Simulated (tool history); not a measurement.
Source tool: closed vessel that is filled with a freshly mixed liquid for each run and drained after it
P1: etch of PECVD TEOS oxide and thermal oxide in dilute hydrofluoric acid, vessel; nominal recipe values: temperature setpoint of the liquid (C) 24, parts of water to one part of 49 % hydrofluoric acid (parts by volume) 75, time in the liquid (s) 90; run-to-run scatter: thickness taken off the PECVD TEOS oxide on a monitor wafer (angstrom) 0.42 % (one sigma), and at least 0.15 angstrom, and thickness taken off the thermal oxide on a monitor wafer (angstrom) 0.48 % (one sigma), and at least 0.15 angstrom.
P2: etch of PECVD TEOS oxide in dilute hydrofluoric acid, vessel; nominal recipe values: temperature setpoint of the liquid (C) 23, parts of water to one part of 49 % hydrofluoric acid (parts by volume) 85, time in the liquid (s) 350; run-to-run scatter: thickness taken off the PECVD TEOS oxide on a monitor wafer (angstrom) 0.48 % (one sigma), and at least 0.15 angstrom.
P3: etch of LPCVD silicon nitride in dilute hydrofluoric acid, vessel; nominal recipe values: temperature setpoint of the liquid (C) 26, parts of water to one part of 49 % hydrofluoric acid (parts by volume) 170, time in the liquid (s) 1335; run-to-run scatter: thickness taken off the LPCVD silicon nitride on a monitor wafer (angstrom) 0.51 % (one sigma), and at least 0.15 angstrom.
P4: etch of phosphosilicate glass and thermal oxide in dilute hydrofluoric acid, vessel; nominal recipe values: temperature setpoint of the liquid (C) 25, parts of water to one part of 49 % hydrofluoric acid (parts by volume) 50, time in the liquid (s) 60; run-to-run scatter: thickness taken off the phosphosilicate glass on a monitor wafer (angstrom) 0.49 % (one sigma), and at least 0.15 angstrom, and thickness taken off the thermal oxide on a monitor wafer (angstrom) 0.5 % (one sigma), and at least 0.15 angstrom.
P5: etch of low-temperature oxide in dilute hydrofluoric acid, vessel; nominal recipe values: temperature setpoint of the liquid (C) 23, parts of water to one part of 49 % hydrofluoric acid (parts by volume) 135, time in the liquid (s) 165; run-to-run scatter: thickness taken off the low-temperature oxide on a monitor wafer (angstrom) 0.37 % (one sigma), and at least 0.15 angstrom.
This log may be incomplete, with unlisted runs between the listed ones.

run     day  process that ran  temperature setpoint of the liquid (C)  parts of water to one part of 49 % hydrofluoric acid (parts by volume)  time in the liquid (s)  hours since the thermometer was replaced  hours since the hydrofluoric acid flow meter was replaced  thickness taken off the PECVD TEOS oxide on a monitor wafer (angstrom)  thickness taken off the thermal oxide on a monitor wafer (angstrom)  thickness taken off the phosphosilicate glass on a monitor wafer (angstrom)  thickness taken off the LPCVD silicon nitride on a monitor wafer (angstrom)  thickness taken off the low-temperature oxide on a monitor wafer (angstrom)
  1   0.333                P1                                      24                                                                      75                      90                                    1107.5                                                      798.9                                                                  166.14                                                                62.98
  2   0.762                P4                                      25                                                                      75                      60                                    1117.8                                                      809.2                                                                                                                                        41.34                                                                       1131.3
  3   1.008                P3                                      26                                                                     170                    1335                                    1123.7                                                      815.1                                                                                                                                                                                                                                                                                                 40.821
  4    1.25                P2                                      19                                                                      85                     350                                    1129.5                                                      820.9                                                                  462.89
  5   1.488                P1                                      24                                                                     120                      90                                    1135.2                                                      826.6                                                                  99.189                                                               36.803
  6   1.825                P4                                      25                                                                      50                     115                                    1143.3                                                      834.7                                                                                                                                       123.84                                                                         3360
  7   2.129                P1                                      28                                                                      75                      90                                    1150.6                                                        842                                                                  196.46                                                               72.673
  8   2.583                P5                                      23                                                                     135                     165                                    1161.5                                                      852.9                                                                                                                                                                                                                                                                                                                                                                              256.26
  9   2.975                P1                                      24                                                                      75                     165                                    1170.9                                                      862.3                                                                  305.28                                                               114.71
 10   3.354                P5                                      23                                                                     235                     165                                      1180                                                      871.4                                                                                                                                                                                                                                                                                                                                                                              131.87
 11   3.821                P4                                      25                                                                      50                      60                                    1191.2                                                      882.6                                                                                                                                       63.767                                                                       1752.3
 12   4.162                P2                                      23                                                                      85                     350                                    1199.4                                                      890.8                                                                   547.8
 13   4.638                P4                                      25                                                                      50                      60                                    1210.8                                                      902.2                                                                                                                                       63.743                                                                         1747
 14   5.008                P2                                      23                                                                      30                     350                                    1219.7                                                      911.1                                                                  1659.6
 15    5.25                P1                                    19.5                                                                      75                     170                                    1225.5                                                      916.9                                                                   261.9                                                               98.102
 16   5.617                P4                                    30.5                                                                      50                      60                                    1234.3                                                      925.7                                                                                                                                       80.381                                                                       2154.6
      5.754  -- hydrofluoric acid flow meter replaced
 17   5.917                P2                                      23                                                                      85                      60                                    1241.5                                                          4                                                                  92.806
 18   6.358                P3                                      26                                                                     235                    1335                                    1252.1                                                       14.6                                                                                                                                                                                                                                                                                                 29.394
 19   6.675                P1                                      29                                                                      75                     140                                    1259.7                                                       22.2                                                                  317.36                                                               119.02
 20   6.917                P1                                      24                                                                      75                      45                                    1265.5                                                         28                                                                  84.071                                                               31.145
 21   7.212                P3                                    31.5                                                                     170                    1335                                    1272.6                                                       35.1                                                                                                                                                                                                                                                                                                 56.963
 22   7.554                P2                                      23                                                                      85                     350                                    1280.8                                                       43.3                                                                  542.61
 23   7.958                P1                                      17                                                                      75                      90                                    1290.5                                                         53                                                                  126.04                                                               46.712
 24   8.167                P1                                      24                                                                      75                      90                                    1295.5                                                         58                                                                  165.55                                                               62.229
 25   8.575                P1                                      24                                                                      30                      90                                    1305.3                                                       67.8                                                                  443.48                                                               165.65
 26   9.004                P3                                      26                                                                     170                    2030                                    1315.6                                                       78.1                                                                                                                                                                                                                                                                                                 61.476
 27   9.296                P1                                      24                                                                      75                      90                                    1322.6                                                       85.1                                                                  166.01                                                               62.806
 28   9.521                P5                                      23                                                                     135                      70                                      1328                                                       90.5                                                                                                                                                                                                                                                                                                                                                                               108.8
 29   9.729                P1                                      24                                                                      75                      90                                      1333                                                       95.5                                                                  166.84                                                               62.729
 30    9.95                P5                                      28                                                                     135                     165                                    1338.3                                                      100.8                                                                                                                                                                                                                                                                                                                                                                              308.36
 31  10.346                P1                                      24                                                                      75                      90                                    1347.8                                                      110.3                                                                  167.55                                                               62.108
 32    10.8                P1                                      24                                                                      75                      90                                    1358.7                                                      121.2                                                                  167.17                                                               62.764
 33  11.225                P1                                      24                                                                      75                      90                                    1368.9                                                      131.4                                                                  171.54                                                               63.707
 34  11.504                P1                                      24                                                                      75                      90                                    1375.6                                                      138.1                                                                  173.26                                                               64.387
 35  11.929                P1                                      24                                                                      75                      90                                    1385.8                                                      148.3                                                                   173.8                                                               65.263
 36  12.258                P1                                      24                                                                      75                      90                                    1393.7                                                      156.2                                                                  176.76                                                               65.302
 37  12.538                P1                                      24                                                                      75                      90                                    1400.4                                                      162.9                                                                  175.68                                                               65.642
 38  12.838                P1                                      24                                                                      75                      90                                    1407.6                                                      170.1                                                                  176.81                                                               65.161

The next listed run, before its measurement:
 39  13.254                P1                                      24                                                                      75                      90                                    1417.6                                                      180.1                                                                       ?                                                                    ?

Logged for run 39: thickness taken off the PECVD TEOS oxide on a monitor wafer (angstrom) 175.64, thickness taken off the thermal oxide on a monitor wafer (angstrom) 65.475.
